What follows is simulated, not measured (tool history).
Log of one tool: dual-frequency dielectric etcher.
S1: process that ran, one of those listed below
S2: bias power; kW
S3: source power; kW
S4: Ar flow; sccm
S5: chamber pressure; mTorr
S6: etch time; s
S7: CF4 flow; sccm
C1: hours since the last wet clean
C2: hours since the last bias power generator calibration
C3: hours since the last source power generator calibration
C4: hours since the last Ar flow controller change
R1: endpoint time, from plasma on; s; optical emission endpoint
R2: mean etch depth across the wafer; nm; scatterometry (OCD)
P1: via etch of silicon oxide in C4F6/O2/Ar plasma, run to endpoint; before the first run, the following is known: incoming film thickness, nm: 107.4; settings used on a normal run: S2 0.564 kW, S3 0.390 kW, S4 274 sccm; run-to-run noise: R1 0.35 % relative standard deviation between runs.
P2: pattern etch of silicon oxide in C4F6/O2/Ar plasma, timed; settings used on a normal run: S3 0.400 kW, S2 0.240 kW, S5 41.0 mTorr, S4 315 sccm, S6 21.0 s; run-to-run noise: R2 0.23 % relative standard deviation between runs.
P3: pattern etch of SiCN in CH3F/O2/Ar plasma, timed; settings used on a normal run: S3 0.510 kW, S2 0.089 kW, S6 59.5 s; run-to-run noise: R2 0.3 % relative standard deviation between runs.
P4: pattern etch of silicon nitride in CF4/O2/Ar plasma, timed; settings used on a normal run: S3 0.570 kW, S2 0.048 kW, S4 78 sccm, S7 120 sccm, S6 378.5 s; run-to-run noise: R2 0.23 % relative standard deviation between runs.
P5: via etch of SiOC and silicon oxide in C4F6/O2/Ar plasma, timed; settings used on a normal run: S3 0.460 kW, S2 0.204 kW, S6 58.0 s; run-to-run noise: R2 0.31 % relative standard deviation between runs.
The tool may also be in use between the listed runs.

Run 1, hour 9.3: S1 P1, S2 0.564 kW, S3 0.390 kW, S4 274 sccm; C1 142.2; C2 1404.5; C3 2276.9; C4 731.8. Result: R1 22.633 s.
Run 2, hour 27.4: S1 P2, S2 0.240 kW, S3 0.400 kW, S4 315 sccm, S5 31.5 mTorr, S6 21.0 s; C1 160.3; C2 1422.6; C3 2295.0; C4 749.9. Result: R2 70.622 nm.
Run 3, hour 42.2: S1 P4, S2 0.029 kW, S3 0.570 kW, S4 78 sccm, S6 378.5 s, S7 120 sccm; C1 175.1; C2 1437.4; C3 2309.8; C4 764.7. Result: R2 703.230 nm.
Run 4, hour 57.0: S1 P2, S2 0.240 kW, S3 0.400 kW, S4 250 sccm, S5 41.0 mTorr, S6 21.0 s; C1 189.9; C2 1452.2; C3 2324.6; C4 779.5. Result: R2 70.313 nm.
At hour 65.5: Ar flow controller replaced.
Run 5, hour 75.4: S1 P1, S2 0.564 kW, S3 0.390 kW, S4 274 sccm; C1 208.3; C2 1470.6; C3 2343.0; C4 9.9. Result: R1 22.593 s.
Run 6, hour 86.6: S1 P3, S2 0.089 kW, S3 0.510 kW, S6 59.5 s; C1 219.5; C2 1481.8; C3 2354.2; C4 21.1. Result: R2 26.245 nm.
Run 7, hour 98.5: S1 P1, S2 0.564 kW, S3 0.470 kW, S4 274 sccm; C1 231.4; C2 1493.7; C3 2366.1; C4 33.0. Result: R1 20.944 s.
Run 8, hour 108.5: S1 P2, S2 0.240 kW, S3 0.400 kW, S4 315 sccm, S5 41.0 mTorr, S6 11.5 s; C1 241.4; C2 1503.7; C3 2376.1; C4 43.0. Result: R2 37.611 nm.
Run 9, hour 117.5: S1 P4, S2 0.048 kW, S3 0.570 kW, S4 78 sccm, S6 378.5 s, S7 120 sccm; C1 250.4; C2 1512.7; C3 2385.1; C4 52.0. Result: R2 826.330 nm.
Run 10, hour 132.2: S1 P2, S2 0.285 kW, S3 0.400 kW, S4 315 sccm, S5 41.0 mTorr, S6 21.0 s; C1 265.1; C2 1527.4; C3 2399.8; C4 66.7. Result: R2 72.347 nm.
Run 11, hour 140.6: S1 P5, S2 0.161 kW, S3 0.460 kW, S6 58.0 s; C1 273.5; C2 1535.8; C3 2408.2; C4 75.1. Result: R2 66.690 nm.
Run 12, hour 157.2: S1 P2, S2 0.240 kW, S3 0.270 kW, S4 315 sccm, S5 41.0 mTorr, S6 21.0 s; C1 290.1; C2 1552.4; C3 2424.8; C4 91.7. Result: R2 58.749 nm.
Run 13, hour 167.2: S1 P5, S2 0.204 kW, S3 0.460 kW, S6 58.0 s; C1 300.1; C2 1562.4; C3 2434.8; C4 101.7. Result: R2 71.825 nm.
Run 14, hour 176.2: S1 P1, S2 0.564 kW, S3 0.540 kW, S4 369 sccm; C1 309.1; C2 1571.4; C3 2443.8; C4 110.7. Result: R1 20.767 s.
Run 15, hour 190.2: S1 P4, S2 0.048 kW, S3 0.570 kW, S4 78 sccm, S6 378.5 s, S7 120 sccm; C1 323.1; C2 1585.4; C3 2457.8; C4 124.7. Result: R2 826.150 nm.
Run 16, hour 208.6: S1 P4, S2 0.048 kW, S3 0.570 kW, S4 78 sccm, S6 522.0 s, S7 120 sccm; C1 341.5; C2 1603.8; C3 2476.2; C4 143.1. Result: R2 1137.800 nm.
Run 17, hour 226.1: S1 P4, S2 0.048 kW, S3 0.740 kW, S4 78 sccm, S6 378.5 s, S7 120 sccm; C1 359.0; C2 1621.3; C3 2493.7; C4 160.6. Result: R2 1036.600 nm.
Run 18, hour 235.5: S1 P1, S2 0.564 kW, S3 0.390 kW, S4 274 sccm; C1 368.4; C2 1630.7; C3 2503.1; C4 170.0. Result: R1 22.553 s.
Run 19, hour 245.4: S1 P5, S2 0.204 kW, S3 0.320 kW, S6 58.0 s; C1 378.3; C2 1640.6; C3 2513.0; C4 179.9. Result: R2 62.617 nm.
Run 20, hour 254.3: S1 P1, S2 0.564 kW, S3 0.290 kW, S4 274 sccm; C1 387.2; C2 1649.5; C3 2521.9; C4 188.8. Result: R1 25.230 s.
Run 21, hour 265.3: S1 P1, S2 0.728 kW, S3 0.390 kW, S4 274 sccm; C1 398.2; C2 1660.5; C3 2532.9; C4 199.8. Result: R1 20.447 s.
Run 22, hour 280.2: S1 P3, S2 0.089 kW, S3 0.510 kW, S6 44.0 s; C1 413.1; C2 1675.4; C3 2547.8; C4 214.7. Result: R2 19.432 nm.
Run 23, hour 289.8: S1 P5, S2 0.204 kW, S3 0.460 kW, S6 58.0 s; C1 422.7; C2 1685.0; C3 2557.4; C4 224.3. Result: R2 72.215 nm.
Run 24, hour 307.7: S1 P1, S2 0.564 kW, S3 0.390 kW, S4 335 sccm; C1 440.6; C2 1702.9; C3 2575.3; C4 242.2. Result: R1 23.140 s.
Run 25, hour 326.4: S1 P1, S2 0.564 kW, S3 0.390 kW, S4 274 sccm; C1 459.3; C2 1721.6; C3 2594.0; C4 260.9. Result: R1 22.703 s.
Run 26, hour 340.5: S1 P1, S2 0.564 kW, S3 0.390 kW, S4 163 sccm; C1 473.4; C2 1735.7; C3 2608.1; C4 275.0. Result: R1 21.496 s.
Run 27, hour 351.4: S1 P4, S2 0.048 kW, S3 0.570 kW, S4 60 sccm, S6 378.5 s, S7 120 sccm; C1 484.3; C2 1746.6; C3 2619.0; C4 285.9. Result: R2 848.990 nm.
Run 28, hour 370.2: S1 P4, S2 0.048 kW, S3 0.570 kW, S4 78 sccm, S6 378.5 s, S7 98 sccm; C1 503.1; C2 1765.4; C3 2637.8; C4 304.7. Result: R2 805.020 nm.
Run 29, hour 381.1: S1 P3, S2 0.089 kW, S3 0.510 kW, S6 59.5 s; C1 514.0; C2 1776.3; C3 2648.7; C4 315.6. Result: R2 26.286 nm.
Run 30, hour 391.9: S1 P1, S2 0.337 kW, S3 0.390 kW, S4 274 sccm; C1 524.8; C2 1787.1; C3 2659.5; C4 326.4. Result: R1 27.324 s.
Run 31, hour 410.3: S1 P1, S2 0.564 kW, S3 0.330 kW, S4 199 sccm; C1 543.2; C2 1805.5; C3 2677.9; C4 344.8. Result: R1 23.041 s.
Run 32, hour 418.6: S1 P2, S2 0.240 kW, S3 0.400 kW, S4 315 sccm, S5 41.0 mTorr, S6 21.0 s; C1 551.5; C2 1813.8; C3 2686.2; C4 353.1. Result: R2 68.620 nm.
Run 33, hour 434.4: S1 P3, S2 0.089 kW, S3 0.720 kW, S6 59.5 s; C1 567.3; C2 1829.6; C3 2702.0; C4 368.9. Result: R2 29.876 nm.
Run 34, hour 445.9: S1 P3, S2 0.058 kW, S3 0.510 kW, S6 59.5 s; C1 578.8; C2 1841.1; C3 2713.5; C4 380.4. Result: R2 22.611 nm.
Run 35, hour 460.6: S1 P5, S2 0.204 kW, S3 0.460 kW, S6 38.5 s; C1 593.5; C2 1855.8; C3 2728.2; C4 395.1. Result: R2 47.935 nm.

Run 36 has not been measured yet. What should we expect?
Run 36, hour 477.4: S1 P1, S2 0.459 kW, S3 0.390 kW, S4 340 sccm; C1 610.3; C2 1872.6; C3 2745.0; C4 411.9. Result: R1 ?.

{"run 36": {"R1": 25.04}}

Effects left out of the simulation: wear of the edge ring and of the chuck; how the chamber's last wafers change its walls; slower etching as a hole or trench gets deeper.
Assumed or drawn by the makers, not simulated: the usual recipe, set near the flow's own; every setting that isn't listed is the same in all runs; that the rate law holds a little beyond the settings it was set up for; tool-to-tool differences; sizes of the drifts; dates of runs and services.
